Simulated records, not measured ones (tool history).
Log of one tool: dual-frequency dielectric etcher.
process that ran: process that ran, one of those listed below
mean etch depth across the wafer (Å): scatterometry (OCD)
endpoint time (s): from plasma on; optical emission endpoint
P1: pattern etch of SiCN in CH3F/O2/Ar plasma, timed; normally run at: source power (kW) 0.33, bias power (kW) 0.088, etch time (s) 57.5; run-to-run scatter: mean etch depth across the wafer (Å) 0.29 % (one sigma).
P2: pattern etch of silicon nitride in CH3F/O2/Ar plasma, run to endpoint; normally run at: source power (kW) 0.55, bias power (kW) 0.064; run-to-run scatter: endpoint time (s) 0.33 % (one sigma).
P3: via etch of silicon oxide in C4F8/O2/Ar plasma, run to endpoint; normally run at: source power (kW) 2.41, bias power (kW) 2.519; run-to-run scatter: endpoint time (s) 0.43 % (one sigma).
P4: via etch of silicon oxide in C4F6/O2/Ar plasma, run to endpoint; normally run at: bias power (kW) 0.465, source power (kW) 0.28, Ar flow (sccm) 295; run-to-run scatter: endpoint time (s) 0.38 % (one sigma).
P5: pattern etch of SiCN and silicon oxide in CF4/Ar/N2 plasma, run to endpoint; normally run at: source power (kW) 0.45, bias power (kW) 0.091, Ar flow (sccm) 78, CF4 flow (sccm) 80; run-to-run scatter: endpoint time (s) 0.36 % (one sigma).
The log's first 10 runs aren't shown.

run    day  process that ran  source power (kW)  bias power (kW)  etch time (s)  Ar flow (sccm)  CF4 flow (sccm)  hours since the last wet clean  hours since the last source power generator calibration  hours since the last bias power generator calibration  mean etch depth across the wafer (Å)  endpoint time (s)
 11  2.462                P3               3.29            2.519                                                                           273.6                                                   2917.9                                                 1238.3                                                   228.41
 12   2.75                P1               0.33            0.068           77.5                                                            280.5                                                   2924.8                                                 1245.2                                259.51
 13  3.058                P4               0.28            0.465                            295                                            287.9                                                   2932.2                                                 1252.6                                                   31.679
 14  3.338                P2               0.55            0.064                                                                           294.6                                                   2938.9                                                 1259.3                                                   56.913
 15  3.583                P1               0.33            0.088           32.5                                                            300.5                                                   2944.8                                                 1265.2                                119.42
 16  3.729                P3               2.41            2.519                                                                             304                                                   2948.3                                                 1268.7                                                   259.57
 17    3.9                P1               0.44            0.107           57.5                                                            308.1                                                   2952.4                                                 1272.8                                251.73
 18  4.058                P1                0.2            0.088           57.5                                                            311.9                                                   2956.2                                                 1276.6                                 175.7
 19  4.242                P5               0.32            0.091                             78               80                           316.3                                                   2960.6                                                   1281                                                   24.338
 20  4.425                P5               0.45            0.055                             78               80                           320.7                                                     2965                                                 1285.4                                                   21.071
 21  4.579                P1               0.33            0.088           57.5                                                            324.4                                                   2968.7                                                 1289.1                                212.34
 22  4.888                P1               0.39            0.088           57.5                                                            331.8                                                   2976.1                                                 1296.5                                225.65
 23  5.088                P5               0.45            0.091                             78               80                           336.6                                                   2980.9                                                 1301.3                                                   18.005
 24  5.225                P1               0.33            0.088           57.5                                                            339.9                                                   2984.2                                                 1304.6                                212.03

Run 25 comes next. What will it give?
 25  5.454                P4               0.28            0.465                            406                                            345.4                                                   2989.7                                                 1310.1                                                        ?

{"run 25": {"endpoint time (s)": 32.743}}

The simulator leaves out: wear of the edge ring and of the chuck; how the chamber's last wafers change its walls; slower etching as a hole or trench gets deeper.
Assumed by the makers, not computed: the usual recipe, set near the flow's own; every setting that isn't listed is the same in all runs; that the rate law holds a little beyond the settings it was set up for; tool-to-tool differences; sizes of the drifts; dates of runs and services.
